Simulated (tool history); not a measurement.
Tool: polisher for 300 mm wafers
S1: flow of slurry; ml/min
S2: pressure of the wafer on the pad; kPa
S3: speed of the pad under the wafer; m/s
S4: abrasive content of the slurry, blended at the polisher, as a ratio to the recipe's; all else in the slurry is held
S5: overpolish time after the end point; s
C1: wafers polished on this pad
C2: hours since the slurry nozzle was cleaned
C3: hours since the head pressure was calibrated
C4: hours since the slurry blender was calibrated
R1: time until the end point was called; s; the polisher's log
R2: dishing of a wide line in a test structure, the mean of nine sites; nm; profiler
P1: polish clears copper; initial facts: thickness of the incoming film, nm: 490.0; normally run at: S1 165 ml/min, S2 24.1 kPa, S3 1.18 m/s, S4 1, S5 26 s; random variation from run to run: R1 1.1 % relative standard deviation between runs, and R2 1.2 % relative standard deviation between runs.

| run | day | S1 | S2 | S3 | S4 | S5 | C1 | C2 | C3 | C4 | R1 | R2 |
|---|---|---|---|---|---|---|---|---|---|---|---|---|
| 1 | 0.171 | 165 | 24.1 | 1.18 | 1 | 26 | 648 | 29.5 | 303 | 137.4 | 110 | 55.029 |
| 2 | 0.35 | 165 | 24.1 | 1.18 | 1 | 26 | 672 | 33.8 | 307.3 | 141.7 | 108.38 | 53.326 |
| 3 | 0.708 | 165 | 24.1 | 1.18 | 1.35 | 26 | 720 | 42.4 | 315.9 | 150.3 | 104.08 | 55.13 |
| 4 | 0.983 | 165 | 11 | 1.18 | 1 | 26 | 756 | 49 | 322.5 | 156.9 | 238.63 | 31.383 |
| 5 | 1.317 | 220 | 24.1 | 1.18 | 1 | 26 | 800 | 57 | 330.5 | 164.9 | 104.18 | 53.435 |
| 6 | 1.596 | 165 | 24.1 | 1.18 | 0.55 | 26 | 837 | 63.7 | 337.2 | 171.6 | 123.65 | 50.857 |
| 7 | 1.862 | 165 | 24.1 | 1.18 | 1 | 8 | 873 | 70.1 | 343.6 | 178 | 106.9 | 24.34 |
| 8 | 2.071 | 165 | 24.1 | 1.18 | 1 | 26 | 900 | 75.1 | 348.6 | 183 | 109.47 | 54.154 |
| 9 | 2.25 | 165 | 24.1 | 1.18 | 1 | 26 | 924 | 79.4 | 352.9 | 187.3 | 106.83 | 54.203 |
| 10 | 2.433 | 165 | 24.1 | 1.18 | 1 | 46 | 948 | 83.8 | 357.3 | 191.7 | 109.61 | 66.909 |
| 11 | 2.796 | 165 | 24.1 | 0.82 | 1 | 26 | 996 | 92.5 | 366 | 200.4 | 155.5 | 43.875 |
| 12 | 3.167 | 165 | 24.1 | 1.18 | 1 | 26 | 1046 | 101.4 | 374.9 | 209.3 | 109.84 | 53.273 |
| 13 | 3.483 | 165 | 24.1 | 1.18 | 1 | 26 | 1087 | 109 | 382.5 | 216.9 | 108.06 | 54.514 |
| 14 | 3.708 | 110 | 24.1 | 1.18 | 1 | 26 | 1117 | 114.4 | 387.9 | 222.3 | 120.53 | 51.528 |
| 15 | 4.017 | 165 | 24.1 | 1.72 | 1 | 26 | 1158 | 121.8 | 395.3 | 229.7 | 74.548 | 62.449 |
| 16 | 4.346 | 165 | 37.2 | 1.18 | 1 | 26 | 1202 | 129.7 | 403.2 | 237.6 | 71.291 | 67.194 |

Estimate the outcome of run 17 from the log above:
| 17 | 4.562 | 165 | 24.1 | 1.18 | 1 | 26 | 1231 | 134.9 | 408.4 | 242.8 | ? | ? |

For run 17 the tool returned R1 107.25 s, R2 54.638 nm.
